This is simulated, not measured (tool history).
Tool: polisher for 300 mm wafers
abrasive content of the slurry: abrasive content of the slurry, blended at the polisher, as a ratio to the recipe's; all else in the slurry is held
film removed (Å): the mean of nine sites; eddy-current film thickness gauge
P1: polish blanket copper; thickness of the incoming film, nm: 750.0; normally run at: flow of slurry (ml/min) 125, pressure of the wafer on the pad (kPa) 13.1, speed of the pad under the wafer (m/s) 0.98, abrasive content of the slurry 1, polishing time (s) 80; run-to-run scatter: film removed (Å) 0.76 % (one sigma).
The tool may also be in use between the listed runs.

run	hour	flow of slurry (ml/min)	pressure of the wafer on the pad (kPa)	speed of the pad under the wafer (m/s)	abrasive content of the slurry	polishing time (s)	film removed (Å)
1	7.9	125	13.1	0.98	1	80	1634.9
2	17	125	13.1	0.98	1.3	80	1733.5
3	23.8	125	13.1	0.48	1	80	801.42
4	34.8	125	13.1	0.98	0.7	80	1534.1
5	41.1	125	13.1	0.98	1	80	1635.8
6	51.5	125	13.1	0.58	1	110	1337.9
7	61	125	13.1	0.98	1	80	1623.4
8	67.3	125	13.1	0.98	1	80	1628.3
9	78.4	125	13.1	0.98	1	80	1621.8
10	83.8	125	13.1	0.98	1	109	2222.7
11	92.8	125	13.1	0.98	1	42	861.37
12	100.2	125	6.2	0.98	1	80	767.07
13	105.9	125	20.7	0.98	1	80	2587.8
14	111.3	190	13.1	0.98	1	80	1747
15	116.7	75	13.1	0.98	1	80	1441
16	123	125	13.1	1.48	1	80	2480.4
17	131.6	125	13.1	0.98	1	80	1627

The next listed run, before its measurement:
18	143.1	125	13.1	0.98	1	80	?

film removed (Å): 1534
